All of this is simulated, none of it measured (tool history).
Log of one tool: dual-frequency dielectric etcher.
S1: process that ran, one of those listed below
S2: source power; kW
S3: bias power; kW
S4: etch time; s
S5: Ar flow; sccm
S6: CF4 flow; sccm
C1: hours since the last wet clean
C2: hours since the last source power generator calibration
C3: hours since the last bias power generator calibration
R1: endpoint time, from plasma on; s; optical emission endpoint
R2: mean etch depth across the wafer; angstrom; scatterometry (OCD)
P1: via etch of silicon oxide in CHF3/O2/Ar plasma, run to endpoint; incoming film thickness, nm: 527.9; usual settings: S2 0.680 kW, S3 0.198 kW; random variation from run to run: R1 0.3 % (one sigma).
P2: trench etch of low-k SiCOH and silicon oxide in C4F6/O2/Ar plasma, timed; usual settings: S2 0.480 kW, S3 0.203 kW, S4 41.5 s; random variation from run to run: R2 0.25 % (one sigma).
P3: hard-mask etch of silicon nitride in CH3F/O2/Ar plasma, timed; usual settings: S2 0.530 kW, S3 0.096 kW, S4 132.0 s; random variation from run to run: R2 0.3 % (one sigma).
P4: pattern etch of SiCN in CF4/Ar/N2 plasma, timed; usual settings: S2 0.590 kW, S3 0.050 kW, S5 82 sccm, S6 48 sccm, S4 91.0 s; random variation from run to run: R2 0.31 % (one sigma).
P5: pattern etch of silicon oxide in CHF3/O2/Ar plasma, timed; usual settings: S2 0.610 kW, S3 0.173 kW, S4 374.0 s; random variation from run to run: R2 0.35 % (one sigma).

run 1 hour=9.3 | S1=P1 S2=0.680 S3=0.198 | C1=175.7 C2=2270.6 C3=926.0 | R1=244.74
run 2 hour=20.6 | S1=P1 S2=0.680 S3=0.198 | C1=187.0 C2=2281.9 C3=937.3 | R1=246.88
run 3 hour=27.1 | S1=P1 S2=0.440 S3=0.198 | C1=193.5 C2=2288.4 C3=943.8 | R1=290.02
run 4 hour=35.7 | S1=P2 S2=0.480 S3=0.124 S4=41.5 | C1=202.1 C2=2297.0 C3=952.4 | R2=1259.20
run 5 hour=44.7 | S1=P4 S2=0.590 S3=0.050 S4=91.0 S5=82 S6=67 | C1=211.1 C2=2306.0 C3=961.4 | R2=892.08
run 6 hour=55.8 | S1=P5 S2=0.610 S3=0.173 S4=374.0 | C1=222.2 C2=2317.1 C3=972.5 | R2=7238.80
run 7 hour=64.4 | S1=P1 S2=0.910 S3=0.198 | C1=230.8 C2=2325.7 C3=981.1 | R1=219.67
run 8 hour=70.0 | S1=P1 S2=0.680 S3=0.198 | C1=236.4 C2=2331.3 C3=986.7 | R1=245.81
run 9 hour=78.1 | S1=P5 S2=0.610 S3=0.173 S4=254.0 | C1=244.5 C2=2339.4 C3=994.8 | R2=4910.40
run 10 hour=84.9 | S1=P4 S2=0.590 S3=0.067 S4=91.0 S5=82 S6=48 | C1=251.3 C2=2346.2 C3=1001.6 | R2=923.52
run 11 hour=90.8 | S1=P2 S2=0.590 S3=0.203 S4=41.5 | C1=257.2 C2=2352.1 C3=1007.5 | R2=1586.60
run 12 hour=100.0 | S1=P4 S2=0.820 S3=0.050 S4=91.0 S5=82 S6=48 | C1=266.4 C2=2361.3 C3=1016.7 | R2=1122.60
run 13 hour=107.5 | S1=P1 S2=0.860 S3=0.121 | C1=273.9 C2=2368.8 C3=1024.2 | R1=262.42
run 14 hour=117.3 | S1=P2 S2=0.480 S3=0.203 S4=41.5 | C1=283.7 C2=2378.6 C3=1034.0 | R2=1458.70
run 15 hour=126.7 | S1=P2 S2=0.480 S3=0.203 S4=25.5 | C1=293.1 C2=2388.0 C3=1043.4 | R2=904.58
run 16 hour=132.2 | S1=P3 S2=0.530 S3=0.096 S4=132.0 | C1=298.6 C2=2393.5 C3=1048.9 | R2=1132.40
run 17 hour=141.9 | S1=P1 S2=0.680 S3=0.119 | C1=308.3 C2=2403.2 C3=1058.6 | R1=289.56
run 18 hour=152.9 | S1=P4 S2=0.590 S3=0.050 S4=91.0 S5=51 S6=48 | C1=319.3 C2=2414.2 C3=1069.6 | R2=911.69
run 19 hour=162.0 | S1=P1 S2=0.680 S3=0.198 | C1=328.4 C2=2423.3 C3=1078.7 | R1=245.36
run 20 hour=169.7 | S1=P1 S2=0.680 S3=0.198 | C1=336.1 C2=2431.0 C3=1086.4 | R1=244.96
run 21 hour=178.5 | S1=P1 S2=0.680 S3=0.251 | C1=344.9 C2=2439.8 C3=1095.2 | R1=227.51
run 22 hour=189.4 | S1=P3 S2=0.380 S3=0.096 S4=132.0 | C1=355.8 C2=2450.7 C3=1106.1 | R2=1008.90
run 23 hour=198.5 | S1=P5 S2=0.610 S3=0.173 S4=374.0 | C1=364.9 C2=2459.8 C3=1115.2 | R2=7266.10
run 24 hour=205.0 | S1=P3 S2=0.530 S3=0.096 S4=72.5 | C1=371.4 C2=2466.3 C3=1121.7 | R2=627.26
run 25 hour=211.9 | S1=P5 S2=0.420 S3=0.173 S4=374.0 | C1=378.3 C2=2473.2 C3=1128.6 | R2=6280.70
run 26 hour=217.4 | S1=P3 S2=0.530 S3=0.096 S4=132.0 | C1=383.8 C2=2478.7 C3=1134.1 | R2=1140.00
run 27 hour=227.7 | S1=P4 S2=0.590 S3=0.050 S4=57.0 S5=82 S6=48 | C1=394.1 C2=2489.0 C3=1144.4 | R2=526.43
run 28 hour=237.6 | S1=P5 S2=0.610 S3=0.103 S4=374.0 | C1=404.0 C2=2498.9 C3=1154.3 | R2=6193.80
run 29 hour=245.0 | S1=P3 S2=0.530 S3=0.123 S4=132.0 | C1=411.4 C2=2506.3 C3=1161.7 | R2=1236.60
run 30 hour=254.0 | S1=P4 S2=0.590 S3=0.050 S4=91.0 S5=82 S6=48 | C1=420.4 C2=2515.3 C3=1170.7 | R2=837.82
run 31 hour=260.5 | S1=P1 S2=0.680 S3=0.198 | C1=426.9 C2=2521.8 C3=1177.2 | R1=245.88
run 32 hour=271.4 | S1=P1 S2=0.680 S3=0.198 | C1=437.8 C2=2532.7 C3=1188.1 | R1=247.91
run 33 hour=278.8 | S1=P1 S2=0.680 S3=0.198 | C1=445.2 C2=2540.1 C3=1195.5 | R1=247.92
run 34 hour=289.4 | S1=P1 S2=0.680 S3=0.198 | C1=455.8 C2=2550.7 C3=1206.1 | R1=247.55
run 35 hour=299.8 | S1=P1 S2=0.680 S3=0.198 | C1=466.2 C2=2561.1 C3=1216.5 | R1=249.25
run 36 hour=310.7 | S1=P1 S2=0.680 S3=0.198 | C1=477.1 C2=2572.0 C3=1227.4 | R1=250.47
-- hour=321.3 wet clean of the chamber
run 37 hour=321.9 | S1=P1 S2=0.680 S3=0.198 | C1=0.7 C2=2583.2 C3=1238.6 | R1=249.49

The next listed run, before its measurement:
run 38 hour=329.3 | S1=P1 S2=0.680 S3=0.198 | C1=8.1 C2=2590.6 C3=1246.0 | R1=?

R1: 250.26 s
